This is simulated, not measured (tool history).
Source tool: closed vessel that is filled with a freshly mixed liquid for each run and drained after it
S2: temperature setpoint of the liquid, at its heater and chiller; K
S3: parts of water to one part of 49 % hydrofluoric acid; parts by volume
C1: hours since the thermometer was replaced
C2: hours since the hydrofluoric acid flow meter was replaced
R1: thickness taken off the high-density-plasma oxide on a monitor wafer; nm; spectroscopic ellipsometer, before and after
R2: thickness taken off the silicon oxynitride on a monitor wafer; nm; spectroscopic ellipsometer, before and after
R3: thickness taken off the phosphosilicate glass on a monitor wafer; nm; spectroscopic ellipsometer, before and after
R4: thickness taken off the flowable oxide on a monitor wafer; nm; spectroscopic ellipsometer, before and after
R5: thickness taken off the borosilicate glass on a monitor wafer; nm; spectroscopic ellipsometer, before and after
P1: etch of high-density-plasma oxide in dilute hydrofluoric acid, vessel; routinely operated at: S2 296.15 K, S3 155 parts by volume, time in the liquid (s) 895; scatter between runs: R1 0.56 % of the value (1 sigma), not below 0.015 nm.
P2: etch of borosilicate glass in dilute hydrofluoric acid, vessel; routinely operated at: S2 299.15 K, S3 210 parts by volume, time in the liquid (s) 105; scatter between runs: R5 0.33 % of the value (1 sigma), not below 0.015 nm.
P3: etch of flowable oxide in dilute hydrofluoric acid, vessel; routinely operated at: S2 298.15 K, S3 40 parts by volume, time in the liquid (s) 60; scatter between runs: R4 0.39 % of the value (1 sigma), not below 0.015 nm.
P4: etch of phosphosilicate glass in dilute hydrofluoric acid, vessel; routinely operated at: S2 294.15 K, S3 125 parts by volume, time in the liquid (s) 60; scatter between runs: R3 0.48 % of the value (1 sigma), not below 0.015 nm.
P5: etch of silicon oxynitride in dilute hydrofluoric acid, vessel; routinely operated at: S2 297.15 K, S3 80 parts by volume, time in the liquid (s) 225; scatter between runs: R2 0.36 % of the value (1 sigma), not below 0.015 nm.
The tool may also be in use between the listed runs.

{"run": 1, "hour": 2.4, "process that ran": "P1", "S2": 296.15, "S3": 155, "time in the liquid (s)": 895, "C1": 255.1, "C2": 108.9, "R1": 30.843}
{"run": 2, "hour": 6.1, "process that ran": "P5", "S2": 297.15, "S3": 80, "time in the liquid (s)": 425, "C1": 258.8, "C2": 112.6, "R2": 12.486}
{"run": 3, "hour": 10.2, "process that ran": "P4", "S2": 294.15, "S3": 125, "time in the liquid (s)": 60, "C1": 262.9, "C2": 116.7, "R3": 25.484}
{"run": 4, "hour": 12.4, "process that ran": "P5", "S2": 290.15, "S3": 80, "time in the liquid (s)": 225, "C1": 265.1, "C2": 118.9, "R2": 4.6493}
{"run": 5, "hour": 16.3, "process that ran": "P4", "S2": 294.15, "S3": 125, "time in the liquid (s)": 60, "C1": 269, "C2": 122.8, "R3": 25.499}
{"run": 6, "hour": 20.7, "process that ran": "P4", "S2": 294.15, "S3": 125, "time in the liquid (s)": 30, "C1": 273.4, "C2": 127.2, "R3": 12.66}
{"run": 7, "hour": 24.0, "process that ran": "P4", "S2": 300.15, "S3": 125, "time in the liquid (s)": 60, "C1": 276.7, "C2": 130.5, "R3": 31.658}
{"run": 8, "hour": 26.6, "process that ran": "P1", "S2": 292.65, "S3": 155, "time in the liquid (s)": 1370, "C1": 279.3, "C2": 133.1, "R1": 40.979}
{"hour": 28.6, "done": "hydrofluoric acid flow meter replaced"}
{"run": 9, "hour": 31.1, "process that ran": "P3", "S2": 306.65, "S3": 40, "time in the liquid (s)": 60, "C1": 283.8, "C2": 2.6, "R4": 67.786}
{"run": 10, "hour": 34.8, "process that ran": "P1", "S2": 296.15, "S3": 60, "time in the liquid (s)": 895, "C1": 287.5, "C2": 6.3, "R1": 88.818}
{"run": 11, "hour": 38.1, "process that ran": "P1", "S2": 296.15, "S3": 155, "time in the liquid (s)": 895, "C1": 290.8, "C2": 9.6, "R1": 30.676}
{"run": 12, "hour": 41.5, "process that ran": "P2", "S2": 304.65, "S3": 210, "time in the liquid (s)": 105, "C1": 294.2, "C2": 13, "R5": 10.16}
{"run": 13, "hour": 43.9, "process that ran": "P1", "S2": 300.15, "S3": 90, "time in the liquid (s)": 895, "C1": 296.6, "C2": 15.4, "R1": 66.576}
{"run": 14, "hour": 47.6, "process that ran": "P2", "S2": 299.15, "S3": 210, "time in the liquid (s)": 190, "C1": 300.3, "C2": 19.1, "R5": 15.193}
{"run": 15, "hour": 51.9, "process that ran": "P1", "S2": 296.15, "S3": 155, "time in the liquid (s)": 895, "C1": 304.6, "C2": 23.4, "R1": 30.581}
{"run": 16, "hour": 54.9, "process that ran": "P1", "S2": 296.15, "S3": 265, "time in the liquid (s)": 895, "C1": 307.6, "C2": 26.4, "R1": 15.85}
{"hour": 56.8, "done": "thermometer replaced"}
{"run": 17, "hour": 58.4, "process that ran": "P3", "S2": 298.15, "S3": 20, "time in the liquid (s)": 60, "C1": 1.7, "C2": 29.9, "R4": 99.168}
{"run": 18, "hour": 62.8, "process that ran": "P5", "S2": 297.15, "S3": 80, "time in the liquid (s)": 225, "C1": 6.1, "C2": 34.3, "R2": 6.6349}
{"run": 19, "hour": 65.2, "process that ran": "P4", "S2": 294.15, "S3": 220, "time in the liquid (s)": 60, "C1": 8.5, "C2": 36.7, "R3": 13.077}
{"run": 20, "hour": 68.1, "process that ran": "P3", "S2": 298.15, "S3": 40, "time in the liquid (s)": 110, "C1": 11.4, "C2": 39.6, "R4": 89.333}
{"run": 21, "hour": 72.1, "process that ran": "P5", "S2": 297.15, "S3": 40, "time in the liquid (s)": 225, "C1": 15.4, "C2": 43.6, "R2": 13.61}
{"run": 22, "hour": 75.4, "process that ran": "P1", "S2": 301.65, "S3": 155, "time in the liquid (s)": 895, "C1": 18.7, "C2": 46.9, "R1": 37.923}
{"run": 23, "hour": 79.3, "process that ran": "P1", "S2": 296.15, "S3": 155, "time in the liquid (s)": 455, "C1": 22.6, "C2": 50.8, "R1": 15.42}
{"run": 24, "hour": 81.5, "process that ran": "P5", "S2": 297.15, "S3": 80, "time in the liquid (s)": 225, "C1": 24.8, "C2": 53, "R2": 6.594}
{"run": 25, "hour": 83.5, "process that ran": "P2", "S2": 299.15, "S3": 210, "time in the liquid (s)": 105, "C1": 26.8, "C2": 55, "R5": 8.3526}
{"run": 26, "hour": 87.9, "process that ran": "P1", "S2": 296.15, "S3": 155, "time in the liquid (s)": 1400, "C1": 31.2, "C2": 59.4, "R1": 48.467}
{"run": 27, "hour": 92.2, "process that ran": "P3", "S2": 298.15, "S3": 40, "time in the liquid (s)": 60, "C1": 35.5, "C2": 63.7, "R4": 48.398}
{"run": 28, "hour": 96.5, "process that ran": "P2", "S2": 299.15, "S3": 210, "time in the liquid (s)": 105, "C1": 39.8, "C2": 68, "R5": 8.3479}
{"run": 29, "hour": 98.5, "process that ran": "P1", "S2": 296.15, "S3": 155, "time in the liquid (s)": 895, "C1": 41.8, "C2": 70, "R1": 30.695}
{"run": 30, "hour": 102.4, "process that ran": "P1", "S2": 296.15, "S3": 155, "time in the liquid (s)": 895, "C1": 45.7, "C2": 73.9, "R1": 30.619}
{"run": 31, "hour": 106.9, "process that ran": "P1", "S2": 290.65, "S3": 155, "time in the liquid (s)": 895, "C1": 50.2, "C2": 78.4, "R1": 24.513}
{"run": 32, "hour": 111.4, "process that ran": "P2", "S2": 299.15, "S3": 75, "time in the liquid (s)": 105, "C1": 54.7, "C2": 82.9, "R5": 27.559}
{"run": 33, "hour": 113.8, "process that ran": "P1", "S2": 296.15, "S3": 155, "time in the liquid (s)": 895, "C1": 57.1, "C2": 85.3, "R1": 30.55}
{"run": 34, "hour": 116.9, "process that ran": "P1", "S2": 296.15, "S3": 155, "time in the liquid (s)": 895, "C1": 60.2, "C2": 88.4, "R1": 29.575}
{"run": 35, "hour": 120.7, "process that ran": "P1", "S2": 296.15, "S3": 155, "time in the liquid (s)": 895, "C1": 64, "C2": 92.2, "R1": 29.294}
{"run": 36, "hour": 124.9, "process that ran": "P1", "S2": 296.15, "S3": 155, "time in the liquid (s)": 895, "C1": 68.2, "C2": 96.4, "R1": 29.005}
{"run": 37, "hour": 127.8, "process that ran": "P1", "S2": 296.15, "S3": 155, "time in the liquid (s)": 895, "C1": 71.1, "C2": 99.3, "R1": 28.891}
{"run": 38, "hour": 132.1, "process that ran": "P1", "S2": 296.15, "S3": 155, "time in the liquid (s)": 895, "C1": 75.4, "C2": 103.6, "R1": 28.553}
{"run": 39, "hour": 136.1, "process that ran": "P1", "S2": 296.15, "S3": 155, "time in the liquid (s)": 895, "C1": 79.4, "C2": 107.6, "R1": 28.506}
{"run": 40, "hour": 139.7, "process that ran": "P1", "S2": 296.15, "S3": 155, "time in the liquid (s)": 895, "C1": 83, "C2": 111.2, "R1": 28.789}
{"run": 41, "hour": 143.9, "process that ran": "P1", "S2": 296.15, "S3": 155, "time in the liquid (s)": 895, "C1": 87.2, "C2": 115.4, "R1": 28.41}
{"run": 42, "hour": 147.6, "process that ran": "P1", "S2": 296.15, "S3": 155, "time in the liquid (s)": 895, "C1": 90.9, "C2": 119.1, "R1": 28.526}

P1 no longer gives what it gave before; its output has crept away from where it was. The following 2 causes, each at its listed size, fit the log equally well:
A: hydrofluoric acid flow below the setpoint (%) = 6.44
B: liquid colder than its thermometer reads (K) = 2.02
The onset of the drift is placed at about hour 113.8.

4 check runs are offered, one wafer each, their results left as question marks. Which one tells the causes apart?
{"run": "check 1", "hour": 151.3, "process that ran": "P5", "S2": 290.15, "S3": 50, "time in the liquid (s)": 225, "R2": "?"}
{"run": "check 2", "hour": 151.3, "process that ran": "P3", "S2": 305.65, "S3": 40, "time in the liquid (s)": 95, "R4": "?"}
{"run": "check 3", "hour": 151.3, "process that ran": "P2", "S2": 299.15, "S3": 145, "time in the liquid (s)": 180, "R5": "?"}
{"run": "check 4", "hour": 151.3, "process that ran": "P4", "S2": 294.15, "S3": 215, "time in the liquid (s)": 35, "R3": "?"}

How each check would come out, cause by cause:
check=check_1 result=R2 if_A=7.1422 if_B=6.8884
check=check_2 result=R4 if_A=96.482 if_B=95.706
check=check_3 result=R5 if_A=20.694 if_B=20.731
check=check_4 result=R3 if_A=7.1745 if_B=7.2015
Separation of the two closest causes in each check, using whichever result separates them best: check 1 3.62 %; check 2 0.81 %; check 3 0.18 %; check 4 0.38 %
Of the check runs offered, only check 1 discriminates between the causes; the rest would read about the same regardless of which cause applies.

Here is what check 1 returned: R2 7.0777 nm. Which cause is it?

Of the candidate causes, it is A: hydrofluoric acid flow below the setpoint (%).

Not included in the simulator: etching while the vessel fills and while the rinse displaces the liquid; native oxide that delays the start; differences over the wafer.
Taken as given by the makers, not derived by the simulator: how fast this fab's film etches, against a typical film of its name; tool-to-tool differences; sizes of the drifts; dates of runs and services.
